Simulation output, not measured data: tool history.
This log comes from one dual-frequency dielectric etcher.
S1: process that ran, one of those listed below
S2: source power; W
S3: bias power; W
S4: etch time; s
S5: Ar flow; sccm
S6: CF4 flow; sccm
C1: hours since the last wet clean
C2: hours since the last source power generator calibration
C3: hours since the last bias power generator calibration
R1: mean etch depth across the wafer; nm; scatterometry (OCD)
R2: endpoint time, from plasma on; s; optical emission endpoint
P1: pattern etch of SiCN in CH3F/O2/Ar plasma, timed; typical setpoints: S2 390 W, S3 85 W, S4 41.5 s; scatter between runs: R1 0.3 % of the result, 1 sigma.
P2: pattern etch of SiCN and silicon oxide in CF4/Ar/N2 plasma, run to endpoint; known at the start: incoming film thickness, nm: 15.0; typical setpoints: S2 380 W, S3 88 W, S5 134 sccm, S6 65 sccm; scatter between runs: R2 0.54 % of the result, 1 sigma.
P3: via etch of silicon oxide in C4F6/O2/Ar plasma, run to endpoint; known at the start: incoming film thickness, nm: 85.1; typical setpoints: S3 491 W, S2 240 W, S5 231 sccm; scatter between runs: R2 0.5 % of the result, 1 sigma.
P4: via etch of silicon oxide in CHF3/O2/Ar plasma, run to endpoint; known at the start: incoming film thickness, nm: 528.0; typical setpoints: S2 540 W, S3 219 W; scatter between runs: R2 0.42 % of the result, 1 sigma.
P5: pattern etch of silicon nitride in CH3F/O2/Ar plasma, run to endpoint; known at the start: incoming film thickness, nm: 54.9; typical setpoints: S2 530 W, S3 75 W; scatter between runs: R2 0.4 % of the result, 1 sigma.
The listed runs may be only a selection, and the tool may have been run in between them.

run   hour  S1   S2   S3    S4   S5  S6     C1      C2      C3      R1      R2
  1      4  P1  390   85  41.5           216.3  2112.5  1175.8  16.179
  2    9.9  P5  690   75                 222.2  2118.4  1181.7           61.64
  3   13.4  P3  240  491        304      225.7  2121.9  1185.2          22.698
  4   19.2  P4  540  219                 231.5  2127.7    1191          253.91
  5   23.8  P2  380   88        134  82  236.1  2132.3  1195.6          19.053
  6   27.9  P2  380   53        134  65  240.2  2136.4  1199.7          23.319
  7   32.6  P1  500   85    29           244.9  2141.1  1204.4  12.379
  8   37.5  P1  390   85    32           249.8    2146  1209.3  12.537
  9   40.7  P4  540  311                   253  2149.2  1212.5          224.93
 10   44.4  P1  260   85  41.5           256.7  2152.9  1216.2   13.89
 11   48.9  P1  280   85    23           261.2  2157.4  1220.7  7.8963
 12   54.7  P3  150  491        231        267  2163.2  1226.5           25.83
 13   58.5  P1  520   85  41.5           270.8    2167  1230.3  18.018
 14   61.3  P1  390   85  41.5           273.6  2169.8  1233.1  16.184
 15   64.6  P1  390   85  41.5           276.9  2173.1  1236.4  16.179
 16   70.2  P3  240  366        231      282.5  2178.7    1242          24.436
 17     76  P2  380   88        134  65  288.3  2184.5  1247.8          19.667
 18   81.8  P2  540   88        134  65  294.1  2190.3  1253.6          14.384
 19   85.7  P1  230   85    27             298  2194.2  1257.5  8.6548
 20   89.5  P1  390   59  41.5           301.8    2198  1261.3  14.186
 21   92.5  P1  390   85  41.5           304.8    2201  1264.3  16.244
 22   97.8  P4  380  219                 310.1  2206.3  1269.6           289.4
 23  103.9  P4  540  219                 316.2  2212.4  1275.7          253.47
 24  108.1  P2  380   88         82  65  320.4  2216.6  1279.9          18.366
 25  111.7  P1  390   85    62             324  2220.2  1283.5  24.179
 26  115.9  P5  530   75                 328.2  2224.4  1287.7          68.994
 27  120.4  P1  390  115  41.5           332.7  2228.9  1292.2  18.117
 28  123.8  P5  530   75                 336.1  2232.3  1295.6           68.55
 29  126.6  P1  390   85  41.5           338.9  2235.1  1298.4  16.123
 30  131.8  P3  240  491        231      344.1  2240.3  1303.6          21.874
 31    136  P5  530   60                 348.3  2244.5  1307.8          73.093
 32  141.3  P3  240  491        231      353.6  2249.8  1313.1          22.132
 33  147.4  P1  390   85  41.5           359.7  2255.9  1319.2  16.161
 34  152.4  P1  390   85  41.5           364.7  2260.9  1324.2  16.273
 35  155.5  P1  390   85  41.5           367.8    2264  1327.3  16.276
 36  158.6  P1  390   85  41.5           370.9  2267.1  1330.4  16.295
 37  164.3  P1  390   85  41.5           376.6  2272.8  1336.1  16.381
     165.3  -- wet clean of the chamber
 38  167.3  P1  390   85  41.5             2.1  2275.8  1339.1  16.415
 39  171.7  P1  390   85  41.5             6.5  2280.2  1343.5  16.351
 40  176.2  P1  390   85  41.5              11  2284.7    1348  16.367

P1 no longer gives what it gave before; its output has crept away from where it was. The following 2 causes, each at its listed size, fit the log equally well:
A: bias power that arrives over what is set, % = 4.22
B: source power that arrives over what is set, % = 4.17
The drift started at roughly hour 147.4.
All other causes, with the reason each is excluded:
chamber walls in a state that raises the etch rate, %: serviced at hour 165.3, after the drift had started, without restoring the earlier output

4 check runs are offered, each on 3 wafers whose results are averaged, their results left as question marks. Which one tells the causes apart?
check 1  180.7  P4  400  265                                ?
check 2  180.7  P5  530   60                                ?
check 3  180.7  P3  200  491      291                       ?
check 4  180.7  P2  470   55      134  65                   ?

Check results expected under each cause:
  check  result    if A    if B
check 1      R2  261.94  261.97
check 2      R2   72.54  72.358
check 3      R2   23.61  23.635
check 4      R2  18.944   18.53
Per-check spread between the two closest causes, in the result where they differ most: check 1 0.01 %; check 2 0.25 %; check 3 0.1 %; check 4 2.21 %
The other checks would show nearly matching results whichever cause is true, so check 4 is the only one that separates the causes.

Check 4 has now been run. It gave: R2 18.517 s. Which of the candidate causes is it?

Of the candidate causes, it is B: source power that arrives over what is set, %.
